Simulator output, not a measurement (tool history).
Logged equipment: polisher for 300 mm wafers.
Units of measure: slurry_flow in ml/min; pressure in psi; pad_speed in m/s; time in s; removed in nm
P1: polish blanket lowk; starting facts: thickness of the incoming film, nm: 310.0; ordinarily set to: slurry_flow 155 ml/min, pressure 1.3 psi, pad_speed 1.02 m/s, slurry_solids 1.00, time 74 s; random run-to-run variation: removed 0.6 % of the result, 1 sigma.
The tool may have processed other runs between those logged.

run,hour,slurry_flow,pressure,pad_speed,slurry_solids,time,removed
1,5.3,155,1.3,1.02,1.00,74,22.990
2,11.1,155,1.3,1.02,1.00,41,12.686
3,17.0,245,1.3,1.02,1.00,74,24.420
4,20.6,155,1.3,1.02,1.45,74,26.483
5,27.4,155,1.3,1.02,1.00,74,22.934
6,31.5,155,1.3,0.54,1.00,74,13.752
7,35.4,155,1.3,1.02,1.00,74,22.780
8,39.7,155,1.3,1.54,1.00,74,31.959
9,45.8,155,0.8,1.02,1.40,74,16.105
10,48.9,155,1.3,1.02,1.00,110,33.947
11,55.5,95,1.3,1.36,1.00,74,26.098
# hour 59.8: conditioning disc replaced and pad reconditioned
12,61.5,95,1.3,1.02,1.00,74,20.651
13,67.6,155,1.3,1.02,0.60,74,17.295
14,72.6,155,1.3,1.02,1.00,74,22.664
15,79.4,155,0.6,1.02,1.00,74,10.415
16,83.0,155,2.0,1.02,1.00,74,35.268
17,87.9,155,1.3,1.02,1.00,74,22.615
18,93.7,115,1.3,1.02,1.00,102,30.088
19,99.9,155,1.3,1.02,1.00,74,22.580
20,105.3,155,1.3,1.02,1.00,74,22.968

Run 21, settings as shown, results not yet in. Your forecast:
21,111.4,155,1.3,1.02,1.00,74,?

{"run 21": {"removed": 21.987}}

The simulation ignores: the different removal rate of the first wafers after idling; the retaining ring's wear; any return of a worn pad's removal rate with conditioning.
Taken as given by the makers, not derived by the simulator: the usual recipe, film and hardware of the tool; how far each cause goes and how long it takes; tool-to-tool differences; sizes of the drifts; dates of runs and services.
